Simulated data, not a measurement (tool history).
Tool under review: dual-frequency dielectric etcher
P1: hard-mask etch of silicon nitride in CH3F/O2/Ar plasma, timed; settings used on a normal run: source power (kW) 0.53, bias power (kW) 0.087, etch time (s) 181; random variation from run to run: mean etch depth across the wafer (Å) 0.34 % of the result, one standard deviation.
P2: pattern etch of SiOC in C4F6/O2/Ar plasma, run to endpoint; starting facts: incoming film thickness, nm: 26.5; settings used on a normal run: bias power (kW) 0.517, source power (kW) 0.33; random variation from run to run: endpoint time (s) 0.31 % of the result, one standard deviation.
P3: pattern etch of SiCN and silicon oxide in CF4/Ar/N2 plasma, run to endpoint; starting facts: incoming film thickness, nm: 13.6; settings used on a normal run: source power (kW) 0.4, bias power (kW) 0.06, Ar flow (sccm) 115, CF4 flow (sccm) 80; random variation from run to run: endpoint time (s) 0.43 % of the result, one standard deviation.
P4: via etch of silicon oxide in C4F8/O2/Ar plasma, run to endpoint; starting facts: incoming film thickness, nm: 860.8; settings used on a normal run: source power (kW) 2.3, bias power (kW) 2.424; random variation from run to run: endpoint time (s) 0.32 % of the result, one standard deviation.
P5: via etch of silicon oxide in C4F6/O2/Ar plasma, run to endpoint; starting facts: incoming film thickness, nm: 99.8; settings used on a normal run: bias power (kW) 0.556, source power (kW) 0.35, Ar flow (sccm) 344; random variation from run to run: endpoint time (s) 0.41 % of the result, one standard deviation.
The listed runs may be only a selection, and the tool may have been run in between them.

run,day,process that ran,source power (kW),bias power (kW),etch time (s),Ar flow (sccm),CF4 flow (sccm),hours since the last wet clean,hours since the last source power generator calibration,hours since the last bias power generator calibration,mean etch depth across the wafer (Å),endpoint time (s)
1,0.412,P1,0.53,0.087,181,,,121.3,1403.6,1974.2,1470,
2,0.667,P4,2.92,2.424,,,,127.4,1409.7,1980.3,,139.69
3,1.083,P5,0.35,0.781,,344,,137.4,1419.7,1990.3,,19.848
4,1.479,P1,0.62,0.067,181,,,146.9,1429.2,1999.8,1435.1,
5,1.9,P4,2.3,2.424,,,,157,1439.3,2009.9,,152.94
6,2.3,P1,0.53,0.087,181,,,166.6,1448.9,2019.5,1475.6,
7,2.525,P2,0.33,0.717,,,,172,1454.3,2024.9,,8.2778
8,2.9,P2,0.33,0.517,,,,181,1463.3,2033.9,,9.3752
9,3.092,P1,0.53,0.087,181,,,185.6,1467.9,2038.5,1475.2,
10,3.3,P1,0.53,0.087,99.5,,,190.6,1472.9,2043.5,812.68,
11,3.617,P1,0.53,0.068,181,,,198.2,1480.5,2051.1,1356.9,
# day 3.671: bias power generator calibrated
12,3.862,P3,0.4,0.082,,115,80,204.1,1486.4,4.6,,16.724
13,4.275,P5,0.35,0.556,,344,,214,1496.3,14.5,,22.763
14,4.604,P1,0.53,0.087,232.5,,,221.9,1504.2,22.4,1890.3,
15,5.021,P2,0.39,0.517,,,,231.9,1514.2,32.4,,8.8018
16,5.442,P3,0.26,0.06,,115,80,242,1524.3,42.5,,27.211
17,5.838,P1,0.53,0.087,181,,,251.5,1533.8,52,1475.3,
18,6.112,P3,0.4,0.06,,115,47,258.1,1540.4,58.6,,20.315
19,6.538,P4,2.3,2.903,,,,268.3,1550.6,68.8,,144.61
20,6.921,P1,0.72,0.087,181,,,277.5,1559.8,78,1644.8,
21,7.15,P1,0.35,0.087,181,,,283,1565.3,83.5,1256.8,
22,7.421,P5,0.45,0.556,,344,,289.5,1571.8,90,,20.833
23,7.692,P1,0.53,0.087,181,,,296,1578.3,96.5,1470.6,
24,8.096,P2,0.33,0.517,,,,305.7,1588,106.2,,9.3795
25,8.375,P3,0.4,0.06,,115,80,312.4,1594.7,112.9,,18.535
26,8.621,P3,0.4,0.06,,145,80,318.3,1600.6,118.8,,19.203
27,8.983,P1,0.53,0.087,181,,,327,1609.3,127.5,1479.7,
28,9.246,P5,0.35,0.556,,222,,333.3,1615.6,133.8,,21.591
29,9.462,P1,0.53,0.118,181,,,338.5,1620.8,139,1637,
30,9.671,P1,0.53,0.087,181,,,343.5,1625.8,144,1475.5,
31,10.108,P1,0.53,0.087,181,,,354,1636.3,154.5,1464.2,
32,10.346,P1,0.53,0.087,181,,,359.7,1642,160.2,1456,
33,10.625,P1,0.53,0.087,181,,,366.4,1648.7,166.9,1457.1,
34,10.842,P1,0.53,0.087,181,,,371.6,1653.9,172.1,1460.2,
# day 11.046: wet clean of the chamber
35,11.125,P1,0.53,0.087,181,,,2,1660.7,178.9,1450.1,
36,11.442,P1,0.53,0.087,181,,,9.6,1668.3,186.5,1458,
37,11.762,P1,0.53,0.087,181,,,17.3,1676,194.2,1447.4,
38,12.179,P1,0.53,0.087,181,,,27.3,1686,204.2,1451.9,

The log shows P1 creeping away from where it was. Any of the 2 causes listed here, at the size stated for it, fits the log just as well as the others:
A: source power that arrives under what is set, % = 4.39
B: bias power that arrives under what is set, % = 4.74
The creep began at about day 9.671.
Why every other cause is out:
chamber walls in a state that lowers the etch rate, %: work on it at day 11.046, done after the drift set in, did not restore what the process gave before

Which of the check runs below tells the causes apart, meaning the causes would give it clearly different results? Each run uses 2 wafers whose results are averaged, and each result is shown as a question mark.
check 1,12.596,P4,2.3,2.424,,,,,,,,?
check 2,12.596,P3,0.4,0.06,,115,80,,,,,?
check 3,12.596,P2,0.33,0.517,,,,,,,,?
check 4,12.596,P5,0.35,0.556,,344,,,,,,?

Check results expected under each cause:
check,result,if A,if B
check 1,endpoint time (s),155.89,155.34
check 2,endpoint time (s),19.311,18.854
check 3,endpoint time (s),9.5244,9.542
check 4,endpoint time (s),23.115,23.162
Separation of the two closest causes in each check, using whichever result separates them best: check 1 0.35 %; check 2 2.4 %; check 3 0.18 %; check 4 0.2 %
Only in check 2 would the causes give clearly different results; in the remaining checks their results would be nearly the same.

Running check 2 produced the following: endpoint time (s) 19.345. Which one of the listed causes fits?

The cause is A: source power that arrives under what is set, %.
